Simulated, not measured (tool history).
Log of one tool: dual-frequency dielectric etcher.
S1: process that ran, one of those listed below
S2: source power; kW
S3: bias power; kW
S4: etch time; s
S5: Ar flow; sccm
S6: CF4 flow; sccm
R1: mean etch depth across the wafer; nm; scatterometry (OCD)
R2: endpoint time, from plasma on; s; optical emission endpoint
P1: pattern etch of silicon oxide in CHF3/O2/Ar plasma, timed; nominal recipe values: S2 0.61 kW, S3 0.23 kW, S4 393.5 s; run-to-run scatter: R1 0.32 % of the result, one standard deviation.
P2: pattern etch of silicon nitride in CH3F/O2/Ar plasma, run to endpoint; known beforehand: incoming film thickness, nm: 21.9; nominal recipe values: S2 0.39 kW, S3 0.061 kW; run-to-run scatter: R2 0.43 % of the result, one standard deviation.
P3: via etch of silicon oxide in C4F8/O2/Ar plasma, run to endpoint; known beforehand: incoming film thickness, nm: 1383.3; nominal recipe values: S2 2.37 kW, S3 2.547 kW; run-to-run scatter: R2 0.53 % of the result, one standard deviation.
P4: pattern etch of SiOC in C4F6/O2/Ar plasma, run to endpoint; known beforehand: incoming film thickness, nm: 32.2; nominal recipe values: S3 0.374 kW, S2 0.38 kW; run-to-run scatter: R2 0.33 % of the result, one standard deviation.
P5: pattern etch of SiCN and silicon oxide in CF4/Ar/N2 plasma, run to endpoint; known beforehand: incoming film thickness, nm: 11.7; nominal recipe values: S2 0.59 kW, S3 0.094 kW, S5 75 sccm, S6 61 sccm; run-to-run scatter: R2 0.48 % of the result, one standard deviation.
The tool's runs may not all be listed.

{"run": 1, "day": 0.325, "S1": "P1", "S2": 0.61, "S3": 0.23, "S4": 393.5, "R1": 828.27}
{"run": 2, "day": 0.996, "S1": "P1", "S2": 0.61, "S3": 0.23, "S4": 393.5, "R1": 829.58}
{"run": 3, "day": 1.4, "S1": "P3", "S2": 2.37, "S3": 2.547, "R2": 231.95}
{"run": 4, "day": 2.1, "S1": "P1", "S2": 0.75, "S3": 0.269, "S4": 393.5, "R1": 942.73}
{"run": 5, "day": 2.504, "S1": "P5", "S2": 0.59, "S3": 0.125, "S5": 75, "S6": 61, "R2": 8.7576}
{"run": 6, "day": 2.854, "S1": "P5", "S2": 0.59, "S3": 0.094, "S5": 75, "S6": 80, "R2": 9.3223}
{"run": 7, "day": 3.346, "S1": "P1", "S2": 0.61, "S3": 0.23, "S4": 518, "R1": 1097}
{"run": 8, "day": 3.788, "S1": "P4", "S2": 0.46, "S3": 0.374, "R2": 11.078}
{"run": 9, "day": 4.458, "S1": "P1", "S2": 0.61, "S3": 0.304, "S4": 393.5, "R1": 915.16}
{"run": 10, "day": 4.862, "S1": "P2", "S2": 0.39, "S3": 0.036, "R2": 38.493}
{"run": 11, "day": 5.558, "S1": "P1", "S2": 0.61, "S3": 0.23, "S4": 393.5, "R1": 827.77}
{"run": 12, "day": 6.079, "S1": "P1", "S2": 0.49, "S3": 0.296, "S4": 393.5, "R1": 837.01}
{"run": 13, "day": 6.733, "S1": "P3", "S2": 3.23, "S3": 2.547, "R2": 205.04}
{"run": 14, "day": 7.338, "S1": "P5", "S2": 0.59, "S3": 0.094, "S5": 103, "S6": 61, "R2": 10.156}
{"run": 15, "day": 7.888, "S1": "P4", "S2": 0.38, "S3": 0.526, "R2": 10.504}
{"run": 16, "day": 8.346, "S1": "P2", "S2": 0.48, "S3": 0.061, "R2": 30.625}
{"run": 17, "day": 8.904, "S1": "P1", "S2": 0.61, "S3": 0.23, "S4": 393.5, "R1": 829.06}
{"run": 18, "day": 9.538, "S1": "P1", "S2": 0.36, "S3": 0.23, "S4": 393.5, "R1": 679.2}
{"run": 19, "day": 9.962, "S1": "P2", "S2": 0.39, "S3": 0.061, "R2": 33.213}
{"run": 20, "day": 10.588, "S1": "P1", "S2": 0.61, "S3": 0.23, "S4": 216.5, "R1": 452.66}
{"run": 21, "day": 10.946, "S1": "P5", "S2": 0.59, "S3": 0.094, "S5": 75, "S6": 61, "R2": 9.7281}
{"run": 22, "day": 11.492, "S1": "P1", "S2": 0.85, "S3": 0.23, "S4": 393.5, "R1": 939.03}
{"run": 23, "day": 11.921, "S1": "P3", "S2": 2.37, "S3": 1.607, "R2": 265.8}
{"run": 24, "day": 12.296, "S1": "P4", "S2": 0.38, "S3": 0.374, "R2": 11.86}
{"run": 25, "day": 12.717, "S1": "P1", "S2": 0.61, "S3": 0.162, "S4": 393.5, "R1": 731.55}
{"run": 26, "day": 13.233, "S1": "P5", "S2": 0.83, "S3": 0.094, "S5": 75, "S6": 61, "R2": 7.0904}
{"run": 27, "day": 13.942, "S1": "P1", "S2": 0.61, "S3": 0.23, "S4": 393.5, "R1": 829.3}
{"run": 28, "day": 14.308, "S1": "P1", "S2": 0.61, "S3": 0.23, "S4": 393.5, "R1": 832.9}
{"run": 29, "day": 14.967, "S1": "P1", "S2": 0.61, "S3": 0.23, "S4": 393.5, "R1": 834.51}
{"run": 30, "day": 15.475, "S1": "P1", "S2": 0.61, "S3": 0.23, "S4": 393.5, "R1": 836.73}
{"run": 31, "day": 15.983, "S1": "P1", "S2": 0.61, "S3": 0.23, "S4": 393.5, "R1": 842.04}
{"run": 32, "day": 16.638, "S1": "P1", "S2": 0.61, "S3": 0.23, "S4": 393.5, "R1": 839.39}
{"day": 16.896, "done": "wet clean of the chamber"}
{"run": 33, "day": 17.3, "S1": "P1", "S2": 0.61, "S3": 0.23, "S4": 393.5, "R1": 838.26}
{"run": 34, "day": 17.812, "S1": "P1", "S2": 0.61, "S3": 0.23, "S4": 393.5, "R1": 839.9}
{"run": 35, "day": 18.179, "S1": "P1", "S2": 0.61, "S3": 0.23, "S4": 393.5, "R1": 842.38}

Compared with where it was, what P1 gives has crept away. Each cause listed below fits the log as well as the rest, at the size given for it:
A: source power that arrives over what is set, % = 4.33
B: bias power that arrives over what is set, % = 4.63
The creep began at about day 13.942.
What rules out each remaining cause:
chamber walls in a state that raises the etch rate, %: its service at day 16.896 followed the start of the drift and did not put the process back to its old value

Of the 4 check runs below, each run on 3 wafers with the results averaged and each result still a question mark, which one would tell the listed causes apart?
{"run": "check 1", "day": 18.546, "S1": "P4", "S2": 0.44, "S3": 0.503, "R2": "?"}
{"run": "check 2", "day": 18.546, "S1": "P2", "S2": 0.39, "S3": 0.041, "R2": "?"}
{"run": "check 3", "day": 18.546, "S1": "P5", "S2": 0.59, "S3": 0.116, "S5": 96, "S6": 61, "R2": "?"}
{"run": "check 4", "day": 18.546, "S1": "P3", "S2": 2.97, "S3": 2.07, "R2": "?"}

Check results expected under each cause:
check=check_1 result=R2 if_A=9.9261 if_B=9.914
check=check_2 result=R2 if_A=36.877 if_B=36.998
check=check_3 result=R2 if_A=8.9466 if_B=9.1296
check=check_4 result=R2 if_A=222.35 if_B=223.31
Per-check spread between the two closest causes, in the result where they differ most: check 1 0.12 %; check 2 0.33 %; check 3 2.03 %; check 4 0.43 %
Only check 3 tells the causes apart: in the others they would give nearly the same result.

With check 3 done, the readings were: R2 9.1081 s. Identify which of the listed causes applies.

The cause is B: bias power that arrives over what is set, %.
